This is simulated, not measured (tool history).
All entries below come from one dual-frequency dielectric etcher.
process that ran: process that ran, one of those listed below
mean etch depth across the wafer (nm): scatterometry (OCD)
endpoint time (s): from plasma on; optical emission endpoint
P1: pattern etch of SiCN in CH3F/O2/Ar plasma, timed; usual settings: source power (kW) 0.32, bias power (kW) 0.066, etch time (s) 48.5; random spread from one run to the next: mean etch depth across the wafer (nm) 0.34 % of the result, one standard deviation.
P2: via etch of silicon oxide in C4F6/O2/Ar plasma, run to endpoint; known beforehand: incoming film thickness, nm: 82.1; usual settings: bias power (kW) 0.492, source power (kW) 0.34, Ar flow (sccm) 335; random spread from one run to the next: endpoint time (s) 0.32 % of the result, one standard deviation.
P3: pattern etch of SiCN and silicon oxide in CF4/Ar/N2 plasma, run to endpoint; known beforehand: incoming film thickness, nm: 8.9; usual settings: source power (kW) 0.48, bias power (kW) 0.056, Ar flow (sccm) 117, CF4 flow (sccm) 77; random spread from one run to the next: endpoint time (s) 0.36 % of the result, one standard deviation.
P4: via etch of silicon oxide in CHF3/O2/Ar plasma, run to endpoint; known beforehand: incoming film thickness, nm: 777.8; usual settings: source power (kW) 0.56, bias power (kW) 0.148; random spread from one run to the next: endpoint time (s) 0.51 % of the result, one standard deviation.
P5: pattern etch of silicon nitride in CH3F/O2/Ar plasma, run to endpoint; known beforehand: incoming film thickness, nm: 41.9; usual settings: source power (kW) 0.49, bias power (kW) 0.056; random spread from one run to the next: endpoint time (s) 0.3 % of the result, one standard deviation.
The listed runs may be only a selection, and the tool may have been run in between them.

| run | hour | process that ran | source power (kW) | bias power (kW) | etch time (s) | Ar flow (sccm) | CF4 flow (sccm) | mean etch depth across the wafer (nm) | endpoint time (s) |
|---|---|---|---|---|---|---|---|---|---|
| 1 | 9.5 | P1 | 0.32 | 0.066 | 48.5 |  |  | 16.422 |  |
| 2 | 25.4 | P1 | 0.32 | 0.042 | 48.5 |  |  | 14.101 |  |
| 3 | 35 | P1 | 0.44 | 0.066 | 48.5 |  |  | 18.606 |  |
| 4 | 53.9 | P2 | 0.42 | 0.492 |  | 335 |  |  | 18.201 |
| 5 | 71.1 | P5 | 0.49 | 0.056 |  |  |  |  | 60.666 |
| 6 | 86.2 | P3 | 0.48 | 0.067 |  | 117 | 77 |  | 10.086 |
| 7 | 103.5 | P5 | 0.49 | 0.045 |  |  |  |  | 64.248 |
| 8 | 112.3 | P1 | 0.32 | 0.066 | 48.5 |  |  | 16.418 |  |
| 9 | 128.3 | P2 | 0.34 | 0.492 |  | 335 |  |  | 19.524 |
| 10 | 144.2 | P1 | 0.32 | 0.066 | 48.5 |  |  | 16.424 |  |
| 11 | 161.1 | P5 | 0.49 | 0.056 |  |  |  |  | 60.459 |
| 12 | 169.8 | P1 | 0.24 | 0.066 | 48.5 |  |  | 14.748 |  |
| 13 | 185.6 | P3 | 0.48 | 0.056 |  | 117 | 77 |  | 10.734 |
|  | 187.9 | bias power generator calibrated |
| 14 | 195.1 | P1 | 0.21 | 0.066 | 35 |  |  | 10.162 |  |
| 15 | 207.1 | P2 | 0.34 | 0.492 |  | 197 |  |  | 18.486 |
| 16 | 226.4 | P1 | 0.32 | 0.092 | 48.5 |  |  | 18.438 |  |
| 17 | 242.4 | P2 | 0.34 | 0.305 |  | 335 |  |  | 23.382 |
| 18 | 255.8 | P3 | 0.48 | 0.056 |  | 77 | 77 |  | 10.065 |
| 19 | 271.4 | P2 | 0.34 | 0.492 |  | 335 |  |  | 19.627 |
|  | 272.7 | wet clean of the chamber |
| 20 | 290.7 | P1 | 0.32 | 0.066 | 66 |  |  | 22.291 |  |
| 21 | 299.9 | P4 | 0.68 | 0.148 |  |  |  |  | 399.47 |
| 22 | 312.9 | P5 | 0.59 | 0.056 |  |  |  |  | 56.303 |
| 23 | 330.7 | P4 | 0.56 | 0.148 |  |  |  |  | 437.02 |
| 24 | 341 | P1 | 0.32 | 0.066 | 48.5 |  |  | 16.48 |  |
| 25 | 351.9 | P4 | 0.56 | 0.192 |  |  |  |  | 398.71 |
| 26 | 370.1 | P1 | 0.32 | 0.066 | 32.5 |  |  | 10.975 |  |
| 27 | 388.6 | P3 | 0.3 | 0.056 |  | 117 | 77 |  | 16.123 |
| 28 | 398.2 | P3 | 0.48 | 0.056 |  | 117 | 61 |  | 11.138 |
| 29 | 412.6 | P1 | 0.32 | 0.066 | 48.5 |  |  | 16.443 |  |
| 30 | 427.1 | P1 | 0.32 | 0.066 | 48.5 |  |  | 16.533 |  |
| 31 | 444.6 | P1 | 0.32 | 0.066 | 48.5 |  |  | 16.476 |  |
| 32 | 453.6 | P1 | 0.32 | 0.066 | 48.5 |  |  | 16.298 |  |
| 33 | 466.8 | P1 | 0.32 | 0.066 | 48.5 |  |  | 16.322 |  |
| 34 | 479 | P1 | 0.32 | 0.066 | 48.5 |  |  | 16.132 |  |
| 35 | 493.7 | P1 | 0.32 | 0.066 | 48.5 |  |  | 16.244 |  |
| 36 | 506.5 | P1 | 0.32 | 0.066 | 48.5 |  |  | 16.23 |  |
|  | 510.1 | wet clean of the chamber |
| 37 | 524.1 | P1 | 0.32 | 0.066 | 48.5 |  |  | 16.206 |  |
| 38 | 535.1 | P1 | 0.32 | 0.066 | 48.5 |  |  | 16.174 |  |
| 39 | 546.6 | P1 | 0.32 | 0.066 | 48.5 |  |  | 16.149 |  |
| 40 | 560.3 | P1 | 0.32 | 0.066 | 48.5 |  |  | 16.175 |  |

P1 has crept away from where it was. The log is fitted equally well by each of these 2 causes, at the sizes shown:
A: bias power that arrives under what is set, % = 4.69
B: source power that arrives under what is set, % = 4.38
The onset of the drift is placed at about hour 444.6.
Other possible causes, and why each is ruled out:
chamber walls in a state that lowers the etch rate, %: maintenance at hour 510.1, after the shift began, did not return the process to its former output

4 check runs are offered, each on 2 wafers whose results are averaged, their results left as question marks. Which one tells the causes apart?
| check 1 | 574 | P5 | 0.49 | 0.056 |  |  |  |  | ? |
| check 2 | 574 | P3 | 0.48 | 0.056 |  | 117 | 77 |  | ? |
| check 3 | 574 | P4 | 0.56 | 0.148 |  |  |  |  | ? |
| check 4 | 574 | P2 | 0.34 | 0.492 |  | 335 |  |  | ? |

What every check run would give for each of its results, assuming each possible cause in turn:
| check | result | if A | if B |
|---|---|---|---|
| check 1 | endpoint time (s) | 61.249 | 61.388 |
| check 2 | endpoint time (s) | 10.859 | 11.128 |
| check 3 | endpoint time (s) | 440.81 | 441.6 |
| check 4 | endpoint time (s) | 19.906 | 19.876 |
Distance between the nearest two causes, measured in the result of the check that separates them most: check 1 0.23 %; check 2 2.45 %; check 3 0.18 %; check 4 0.15 %
Check 2 distinguishes between the causes, while the remaining checks would return nearly the same result for all of them.

Check 2 was then run and gave: endpoint time (s) 11.121. Which cause is it?

The correct cause is B, namely: source power that arrives under what is set, %.

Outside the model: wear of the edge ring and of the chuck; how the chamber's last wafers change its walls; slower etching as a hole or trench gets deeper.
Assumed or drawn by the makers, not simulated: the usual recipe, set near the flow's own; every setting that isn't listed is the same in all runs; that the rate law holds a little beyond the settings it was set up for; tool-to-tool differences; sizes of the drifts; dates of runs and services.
